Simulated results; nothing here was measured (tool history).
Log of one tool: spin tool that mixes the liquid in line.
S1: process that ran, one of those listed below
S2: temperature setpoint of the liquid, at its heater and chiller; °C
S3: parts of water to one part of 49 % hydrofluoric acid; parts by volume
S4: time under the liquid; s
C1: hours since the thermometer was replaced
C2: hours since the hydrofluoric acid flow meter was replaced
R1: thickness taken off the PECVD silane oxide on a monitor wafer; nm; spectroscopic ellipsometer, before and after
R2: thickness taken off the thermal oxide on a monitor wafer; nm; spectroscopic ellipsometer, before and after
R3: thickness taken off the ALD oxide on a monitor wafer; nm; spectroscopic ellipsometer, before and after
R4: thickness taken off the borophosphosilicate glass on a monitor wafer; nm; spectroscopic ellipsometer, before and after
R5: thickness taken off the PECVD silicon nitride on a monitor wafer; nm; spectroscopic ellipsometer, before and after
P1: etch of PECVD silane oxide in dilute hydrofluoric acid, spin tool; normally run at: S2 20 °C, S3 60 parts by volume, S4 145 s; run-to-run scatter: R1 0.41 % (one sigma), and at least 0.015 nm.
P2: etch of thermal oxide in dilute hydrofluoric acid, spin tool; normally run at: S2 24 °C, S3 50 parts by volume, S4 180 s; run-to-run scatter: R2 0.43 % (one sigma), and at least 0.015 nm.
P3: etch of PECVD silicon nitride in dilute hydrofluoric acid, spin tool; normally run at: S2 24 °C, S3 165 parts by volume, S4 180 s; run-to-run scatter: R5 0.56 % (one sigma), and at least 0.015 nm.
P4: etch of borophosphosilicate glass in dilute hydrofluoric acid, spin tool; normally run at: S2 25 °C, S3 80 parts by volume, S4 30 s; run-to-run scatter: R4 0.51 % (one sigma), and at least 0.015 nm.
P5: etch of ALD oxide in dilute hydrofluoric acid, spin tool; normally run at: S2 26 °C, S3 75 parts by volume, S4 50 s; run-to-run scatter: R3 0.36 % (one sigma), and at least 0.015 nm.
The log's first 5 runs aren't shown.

run    day  S1    S2   S3   S4      C1     C2      R1      R2      R3      R4      R5
  6  1.167  P2    24   50  180  1053.5  141.7          20.069
  7  1.329  P1    20   60  145  1057.4  145.6  42.744
  8  1.533  P5    26   75   15  1062.3  150.5                  2.2674
  9  1.671  P4    25   80   45  1065.6  153.8                          27.471
 10  1.958  P1    20   60  145  1072.5  160.7  42.893
 11  2.104  P1    17   60  145    1076  164.2   37.51
 12  2.354  P5    30   75   50    1082  170.2                  8.7835
 13  2.483  P3    24   70  180  1085.1  173.3                                  13.905
 14  2.742  P4    25   80   30  1091.3  179.5                          18.175
 15  2.883  P4    25   80   30  1094.7  182.9                          18.303
 16  3.083  P1    20  100   60  1099.5  187.7  10.132
 17  3.296  P2    32   50  180  1104.6  192.8          27.605
 18  3.475  P1    20   60  145  1108.9  197.1  42.112
 19  3.717  P3  18.5  165  180  1114.7  202.9                                  4.1202
 20  3.875  P3    24  165  180  1118.5  206.7                                  5.9774
 21  4.162  P4    25   30   30  1125.4  213.6                          51.853
 22  4.342  P2    24   25  180  1129.7  217.9           41.64

Forecast run 23:
 23  4.479  P4  19.5  80  30  1133  221.2               ?

R4: 14.588 nm
